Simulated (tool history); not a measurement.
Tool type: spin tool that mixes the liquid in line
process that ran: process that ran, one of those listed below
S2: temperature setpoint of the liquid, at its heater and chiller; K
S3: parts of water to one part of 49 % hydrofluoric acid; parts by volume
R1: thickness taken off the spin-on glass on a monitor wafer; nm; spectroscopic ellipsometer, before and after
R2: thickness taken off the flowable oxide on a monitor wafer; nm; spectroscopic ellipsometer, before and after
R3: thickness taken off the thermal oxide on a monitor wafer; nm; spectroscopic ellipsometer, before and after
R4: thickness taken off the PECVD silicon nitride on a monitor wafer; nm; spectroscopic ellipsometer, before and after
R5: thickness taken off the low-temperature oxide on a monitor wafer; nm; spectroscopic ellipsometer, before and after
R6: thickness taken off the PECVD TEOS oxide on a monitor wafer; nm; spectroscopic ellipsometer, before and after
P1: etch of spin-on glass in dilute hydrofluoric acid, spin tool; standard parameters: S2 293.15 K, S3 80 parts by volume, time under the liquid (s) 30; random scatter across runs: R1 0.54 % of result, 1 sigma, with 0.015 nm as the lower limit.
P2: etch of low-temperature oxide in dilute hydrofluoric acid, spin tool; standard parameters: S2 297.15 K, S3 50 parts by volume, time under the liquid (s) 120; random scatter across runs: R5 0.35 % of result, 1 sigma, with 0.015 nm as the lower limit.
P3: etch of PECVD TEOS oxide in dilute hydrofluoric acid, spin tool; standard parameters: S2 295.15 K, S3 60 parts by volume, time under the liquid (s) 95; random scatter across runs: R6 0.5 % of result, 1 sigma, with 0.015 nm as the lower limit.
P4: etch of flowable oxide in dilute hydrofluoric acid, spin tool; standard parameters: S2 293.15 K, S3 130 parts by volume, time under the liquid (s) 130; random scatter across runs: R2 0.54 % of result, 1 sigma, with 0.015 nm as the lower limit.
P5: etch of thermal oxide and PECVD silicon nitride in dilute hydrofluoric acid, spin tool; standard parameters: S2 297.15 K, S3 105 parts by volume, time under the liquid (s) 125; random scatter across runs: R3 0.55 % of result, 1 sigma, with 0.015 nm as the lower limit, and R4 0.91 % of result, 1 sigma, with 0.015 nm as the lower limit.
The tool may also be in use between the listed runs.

Run 1, hour 3.6: process that ran P1, S2 293.15 K, S3 80 parts by volume, time under the liquid (s) 30. Result: R1 10.712 nm.
Run 2, hour 8.1: process that ran P4, S2 293.15 K, S3 195 parts by volume, time under the liquid (s) 130. Result: R2 17.785 nm.
Run 3, hour 11.2: process that ran P5, S2 297.15 K, S3 105 parts by volume, time under the liquid (s) 225. Result: R3 10.032 nm, R4 4.4514 nm.
Run 4, hour 13.3: process that ran P1, S2 290.15 K, S3 80 parts by volume, time under the liquid (s) 30. Result: R1 9.4086 nm.
Run 5, hour 15.5: process that ran P1, S2 300.65 K, S3 80 parts by volume, time under the liquid (s) 30. Result: R1 14.432 nm.
Run 6, hour 17.8: process that ran P4, S2 293.15 K, S3 130 parts by volume, time under the liquid (s) 130. Result: R2 28.908 nm.
Run 7, hour 20.7: process that ran P5, S2 297.15 K, S3 145 parts by volume, time under the liquid (s) 125. Result: R3 3.8403 nm, R4 1.7799 nm.
Run 8, hour 24.5: process that ran P1, S2 293.15 K, S3 80 parts by volume, time under the liquid (s) 15. Result: R1 5.3432 nm.
Run 9, hour 26.9: process that ran P2, S2 297.15 K, S3 50 parts by volume, time under the liquid (s) 215. Result: R5 73.233 nm.
Run 10, hour 29.3: process that ran P1, S2 293.15 K, S3 80 parts by volume, time under the liquid (s) 30. Result: R1 10.613 nm.
Run 11, hour 34: process that ran P5, S2 297.15 K, S3 105 parts by volume, time under the liquid (s) 125. Result: R3 5.529 nm, R4 2.4898 nm.
Run 12, hour 38.6: process that ran P4, S2 297.15 K, S3 130 parts by volume, time under the liquid (s) 130. Result: R2 33.711 nm.
Run 13, hour 41.2: process that ran P5, S2 291.15 K, S3 105 parts by volume, time under the liquid (s) 125. Result: R3 4.3816 nm, R4 1.6852 nm.
Run 14, hour 45.8: process that ran P2, S2 297.15 K, S3 20 parts by volume, time under the liquid (s) 120. Result: R5 106.21 nm.
Run 15, hour 49.5: process that ran P2, S2 297.15 K, S3 50 parts by volume, time under the liquid (s) 120. Result: R5 40.903 nm.
Run 16, hour 52.6: process that ran P1, S2 293.15 K, S3 20 parts by volume, time under the liquid (s) 30. Result: R1 46.421 nm.
Run 17, hour 56.5: process that ran P3, S2 300.15 K, S3 60 parts by volume, time under the liquid (s) 95. Result: R6 37.067 nm.
Run 18, hour 60.8: process that ran P1, S2 293.15 K, S3 80 parts by volume, time under the liquid (s) 30. Result: R1 10.621 nm.
Run 19, hour 65.1: process that ran P4, S2 293.15 K, S3 130 parts by volume, time under the liquid (s) 130. Result: R2 28.947 nm.
Run 20, hour 68: process that ran P2, S2 302.65 K, S3 50 parts by volume, time under the liquid (s) 120. Result: R5 50.791 nm.
Run 21, hour 70: process that ran P3, S2 295.15 K, S3 20 parts by volume, time under the liquid (s) 95. Result: R6 94.534 nm.
Run 22, hour 74.4: process that ran P1, S2 293.15 K, S3 145 parts by volume, time under the liquid (s) 30. Result: R1 5.5352 nm.
Run 23, hour 77.9: process that ran P1, S2 293.15 K, S3 80 parts by volume, time under the liquid (s) 30. Result: R1 10.77 nm.
Run 24, hour 81.2: process that ran P3, S2 295.15 K, S3 60 parts by volume, time under the liquid (s) 95. Result: R6 30.075 nm.
At hour 82.1: thermometer replaced.
Run 25, hour 84.8: process that ran P1, S2 293.15 K, S3 80 parts by volume, time under the liquid (s) 55. Result: R1 19.636 nm.
Run 26, hour 89.3: process that ran P1, S2 293.15 K, S3 80 parts by volume, time under the liquid (s) 30. Result: R1 10.671 nm.
Run 27, hour 92.5: process that ran P5, S2 297.15 K, S3 105 parts by volume, time under the liquid (s) 125. Result: R3 5.5761 nm, R4 2.4583 nm.
Run 28, hour 94.6: process that ran P1, S2 293.15 K, S3 110 parts by volume, time under the liquid (s) 15. Result: R1 3.7946 nm.
Run 29, hour 98.6: process that ran P3, S2 295.15 K, S3 60 parts by volume, time under the liquid (s) 95. Result: R6 30.14 nm.
Run 30, hour 101.5: process that ran P3, S2 295.15 K, S3 60 parts by volume, time under the liquid (s) 15. Result: R6 4.7536 nm.
Run 31, hour 103.7: process that ran P1, S2 293.15 K, S3 80 parts by volume, time under the liquid (s) 30. Result: R1 10.768 nm.
Run 32, hour 108.5: process that ran P4, S2 293.15 K, S3 130 parts by volume, time under the liquid (s) 205. Result: R2 45.511 nm.
Run 33, hour 112.8: process that ran P2, S2 297.15 K, S3 50 parts by volume, time under the liquid (s) 120. Result: R5 40.885 nm.
Run 34, hour 117.5: process that ran P1, S2 293.15 K, S3 80 parts by volume, time under the liquid (s) 30. Result: R1 10.613 nm.
Run 35, hour 120.4: process that ran P1, S2 293.15 K, S3 80 parts by volume, time under the liquid (s) 30. Result: R1 10.978 nm.
Run 36, hour 123.3: process that ran P1, S2 293.15 K, S3 80 parts by volume, time under the liquid (s) 30. Result: R1 11.049 nm.
Run 37, hour 125.4: process that ran P1, S2 293.15 K, S3 80 parts by volume, time under the liquid (s) 30. Result: R1 11.13 nm.
Run 38, hour 128.1: process that ran P1, S2 293.15 K, S3 80 parts by volume, time under the liquid (s) 30. Result: R1 11.313 nm.
Run 39, hour 132: process that ran P1, S2 293.15 K, S3 80 parts by volume, time under the liquid (s) 30. Result: R1 11.303 nm.
Run 40, hour 136.3: process that ran P1, S2 293.15 K, S3 80 parts by volume, time under the liquid (s) 30. Result: R1 11.472 nm.
Run 41, hour 138.9: process that ran P1, S2 293.15 K, S3 80 parts by volume, time under the liquid (s) 30. Result: R1 11.515 nm.
Run 42, hour 141.3: process that ran P1, S2 293.15 K, S3 80 parts by volume, time under the liquid (s) 30. Result: R1 11.47 nm.
Run 43, hour 146.1: process that ran P1, S2 293.15 K, S3 80 parts by volume, time under the liquid (s) 30. Result: R1 11.435 nm.
Run 44, hour 150.6: process that ran P1, S2 293.15 K, S3 80 parts by volume, time under the liquid (s) 30. Result: R1 11.428 nm.
Run 45, hour 154: process that ran P1, S2 293.15 K, S3 80 parts by volume, time under the liquid (s) 30. Result: R1 11.574 nm.

P1 has crept away from where it was. The log is fitted equally well by each of these 2 causes, at the sizes shown:
A: hydrofluoric acid flow above the setpoint (%) = 7.23
B: liquid hotter than its thermometer reads (K) = 1.85
The gradual shift began around hour 117.5.

4 check runs are offered, each on 3 wafers whose results are averaged, their results left as question marks. Which one tells the causes apart?
Run check 1, hour 157.4: process that ran P4, S2 293.15 K, S3 130 parts by volume, time under the liquid (s) 130. Result: R2 ?.
Run check 2, hour 157.4: process that ran P5, S2 297.15 K, S3 105 parts by volume, time under the liquid (s) 125. Result: R3 ?, R4 ?.
Run check 3, hour 157.4: process that ran P2, S2 297.15 K, S3 50 parts by volume, time under the liquid (s) 120. Result: R5 ?.
Run check 4, hour 157.4: process that ran P3, S2 295.15 K, S3 60 parts by volume, time under the liquid (s) 95. Result: R6 ?.

Predicted outcomes, by check and by cause:
  check  result    if A    if B
check 1      R2  31.267  31.099
check 2      R3  6.0278  5.9913
check 2      R4  2.6423  2.7828
check 3      R5   44.03  44.088
check 4      R6  32.489   32.53
How far apart the two closest causes lie, in the result that separates them most: check 1 0.54 %; check 2 5.18 %; check 3 0.13 %; check 4 0.13 %
Check 2 tells the causes apart: in the others they would give nearly the same result.

With check 2 done, the readings were: R3 5.9562 nm; R4 2.7884 nm. Identify which of the listed causes applies.

It is B: liquid hotter than its thermometer reads (K).

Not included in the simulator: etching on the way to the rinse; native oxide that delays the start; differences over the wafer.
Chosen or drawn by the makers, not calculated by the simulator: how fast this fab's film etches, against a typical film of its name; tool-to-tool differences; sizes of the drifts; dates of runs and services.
